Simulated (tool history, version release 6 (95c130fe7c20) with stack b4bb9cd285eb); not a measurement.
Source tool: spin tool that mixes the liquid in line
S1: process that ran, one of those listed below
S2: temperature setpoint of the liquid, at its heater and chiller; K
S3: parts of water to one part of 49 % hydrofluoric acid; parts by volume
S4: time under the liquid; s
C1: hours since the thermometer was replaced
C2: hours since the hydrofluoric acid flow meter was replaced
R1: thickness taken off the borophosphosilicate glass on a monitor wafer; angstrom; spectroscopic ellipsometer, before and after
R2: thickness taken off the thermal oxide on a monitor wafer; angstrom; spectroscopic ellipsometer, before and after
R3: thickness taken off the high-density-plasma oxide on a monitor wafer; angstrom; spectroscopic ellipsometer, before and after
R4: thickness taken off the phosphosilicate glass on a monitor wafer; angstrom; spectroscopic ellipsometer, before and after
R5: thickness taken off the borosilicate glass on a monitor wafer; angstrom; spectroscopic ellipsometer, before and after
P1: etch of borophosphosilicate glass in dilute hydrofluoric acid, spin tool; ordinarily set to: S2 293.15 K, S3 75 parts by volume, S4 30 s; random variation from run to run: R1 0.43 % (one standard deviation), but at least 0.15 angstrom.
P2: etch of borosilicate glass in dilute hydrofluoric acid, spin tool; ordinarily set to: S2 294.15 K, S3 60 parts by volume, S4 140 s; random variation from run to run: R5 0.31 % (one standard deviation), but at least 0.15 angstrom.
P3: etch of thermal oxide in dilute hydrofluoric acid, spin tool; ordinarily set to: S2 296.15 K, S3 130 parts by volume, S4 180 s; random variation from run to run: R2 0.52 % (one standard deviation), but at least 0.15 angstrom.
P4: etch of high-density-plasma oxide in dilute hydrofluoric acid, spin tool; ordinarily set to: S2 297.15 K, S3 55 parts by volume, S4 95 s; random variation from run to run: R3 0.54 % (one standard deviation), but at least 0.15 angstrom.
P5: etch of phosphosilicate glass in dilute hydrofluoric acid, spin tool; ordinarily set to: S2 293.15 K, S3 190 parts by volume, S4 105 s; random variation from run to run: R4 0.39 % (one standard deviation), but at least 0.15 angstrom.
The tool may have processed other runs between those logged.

| run | hour | S1 | S2 | S3 | S4 | C1 | C2 | R1 | R2 | R3 | R4 | R5 |
|---|---|---|---|---|---|---|---|---|---|---|---|---|
| 1 | 16.0 | P1 | 293.15 | 75 | 30 | 800.1 | 112.4 | 114.430 |  |  |  |  |
| 2 | 28.9 | P1 | 299.15 | 75 | 30 | 813.0 | 125.3 | 145.540 |  |  |  |  |
| 3 | 41.6 | P3 | 296.15 | 130 | 180 | 825.7 | 138.0 |  | 62.3810 |  |  |  |
| 4 | 56.0 | P3 | 290.15 | 130 | 180 | 840.1 | 152.4 |  | 48.4730 |  |  |  |
| 5 | 68.7 | P1 | 293.15 | 75 | 30 | 852.8 | 165.1 | 115.030 |  |  |  |  |
| 6 | 82.9 | P4 | 297.15 | 55 | 175 | 867.0 | 179.3 |  |  | 230.240 |  |  |
| 7 | 94.9 | P5 | 293.15 | 190 | 55 | 879.0 | 191.3 |  |  |  | 131.03 |  |
| 8 | 107.5 | P1 | 293.15 | 75 | 30 | 891.6 | 203.9 | 114.420 |  |  |  |  |
| 9 | 116.2 | P5 | 293.15 | 330 | 105 | 900.3 | 212.6 |  |  |  | 125.75 |  |
| 10 | 125.8 | P1 | 293.15 | 75 | 30 | 909.9 | 222.2 | 114.700 |  |  |  |  |
| 11 | 133.2 | P3 | 296.15 | 130 | 15 | 917.3 | 229.6 |  | 5.0457 |  |  |  |
| 12 | 148.1 | P4 | 303.65 | 55 | 95 | 932.2 | 244.5 |  |  | 162.450 |  |  |
| 13 | 157.6 | P2 | 294.15 | 20 | 140 | 941.7 | 254.0 |  |  |  |  | 1322.40 |
| 14 | 166.1 | P5 | 301.15 | 190 | 105 | 950.2 | 262.5 |  |  |  | 334.04 |  |
| 15 | 180.4 | P4 | 297.15 | 55 | 95 | 964.5 | 276.8 |  |  | 125.020 |  |  |
| 16 | 194.5 | P2 | 294.15 | 60 | 140 | 978.6 | 290.9 |  |  |  |  | 417.78 |
| 17 | 210.5 | P1 | 293.15 | 75 | 15 | 994.6 | 306.9 | 56.959 |  |  |  |  |
| 18 | 223.4 | P1 | 293.15 | 75 | 30 | 1007.5 | 319.8 | 114.230 |  |  |  |  |
| 19 | 233.2 | P2 | 294.15 | 60 | 140 | 1017.3 | 329.6 |  |  |  |  | 417.92 |
| 20 | 241.7 | P1 | 293.15 | 115 | 30 | 1025.8 | 338.1 | 70.879 |  |  |  |  |
| 21 | 252.5 | P1 | 293.15 | 30 | 30 | 1036.6 | 348.9 | 302.050 |  |  |  |  |
| 22 | 265.1 | P3 | 296.15 | 220 | 180 | 1049.2 | 361.5 |  | 33.7600 |  |  |  |
| 23 | 279.8 | P2 | 290.15 | 60 | 140 | 1063.9 | 376.2 |  |  |  |  | 351.26 |
| 24 | 288.6 | P1 | 290.15 | 75 | 30 | 1072.7 | 385.0 | 99.826 |  |  |  |  |
| 25 | 302.0 | P1 | 293.15 | 75 | 55 | 1086.1 | 398.4 | 209.590 |  |  |  |  |
| 26 | 317.1 | P1 | 293.15 | 75 | 30 | 1101.2 | 413.5 | 113.860 |  |  |  |  |
| 27 | 331.8 | P4 | 297.15 | 85 | 95 | 1115.9 | 428.2 |  |  | 78.351 |  |  |
| 28 | 342.5 | P1 | 293.15 | 75 | 30 | 1126.6 | 438.9 | 114.390 |  |  |  |  |
| 29 | 350.7 | P1 | 290.15 | 75 | 15 | 1134.8 | 447.1 | 50.171 |  |  |  |  |
| 30 | 360.0 | P5 | 293.15 | 190 | 105 | 1144.1 | 456.4 |  |  |  | 250.76 |  |
| 31 | 374.6 | P2 | 294.15 | 60 | 270 | 1158.7 | 471.0 |  |  |  |  | 804.11 |
| 32 | 382.4 | P1 | 293.15 | 75 | 30 | 1166.5 | 478.8 | 114.620 |  |  |  |  |
| 33 | 399.5 | P1 | 293.15 | 75 | 30 | 1183.6 | 495.9 | 107.420 |  |  |  |  |
| 34 | 408.0 | P1 | 293.15 | 75 | 30 | 1192.1 | 504.4 | 105.960 |  |  |  |  |
| 35 | 422.6 | P1 | 293.15 | 75 | 30 | 1206.7 | 519.0 | 104.480 |  |  |  |  |
| 36 | 435.8 | P1 | 293.15 | 75 | 30 | 1219.9 | 532.2 | 104.000 |  |  |  |  |
| 37 | 445.0 | P1 | 293.15 | 75 | 30 | 1229.1 | 541.4 | 105.190 |  |  |  |  |
| 38 | 461.8 | P1 | 293.15 | 75 | 30 | 1245.9 | 558.2 | 104.290 |  |  |  |  |

Compared with where it was, what P1 gives has crept away. Each cause listed below fits the log as well as the rest, at the size given for it:
A: liquid colder than its thermometer reads (K) = 2.14
B: hydrofluoric acid flow below the setpoint (%) = 7.92
The gradual shift began around hour 382.4.

Listed below are the offered check runs, one wafer per run, with question marks in place of results. For which of them would the causes give clearly different outcomes?
| check 1 | 478.6 | P3 | 291.65 | 130 | 60 |  |  |  | ? |  |  |  |
| check 2 | 478.6 | P2 | 290.15 | 60 | 140 |  |  |  |  |  |  | ? |
| check 3 | 478.6 | P5 | 301.15 | 295 | 105 |  |  |  |  |  | ? |  |
| check 4 | 478.6 | P4 | 301.15 | 55 | 135 |  |  |  |  | ? |  |  |

How each check would come out, cause by cause:
| check | result | if A | if B |
|---|---|---|---|
| check 1 | R2 | 15.8430 | 15.7550 |
| check 2 | R5 | 320.40 | 322.04 |
| check 3 | R4 | 179.00 | 172.46 |
| check 4 | R3 | 191.930 | 191.230 |
Gap, in per cent, between the two causes that each check separates least, read from the result that separates them most: check 1 0.56 %; check 2 0.51 %; check 3 3.72 %; check 4 0.37 %
Check 3 is the one run that separates the causes; every other check would come out nearly the same whichever cause is at work.

Check 3 was then run and gave: R4 179.09 angstrom. Which cause is it?

Of the candidate causes, it is A: liquid colder than its thermometer reads (K).
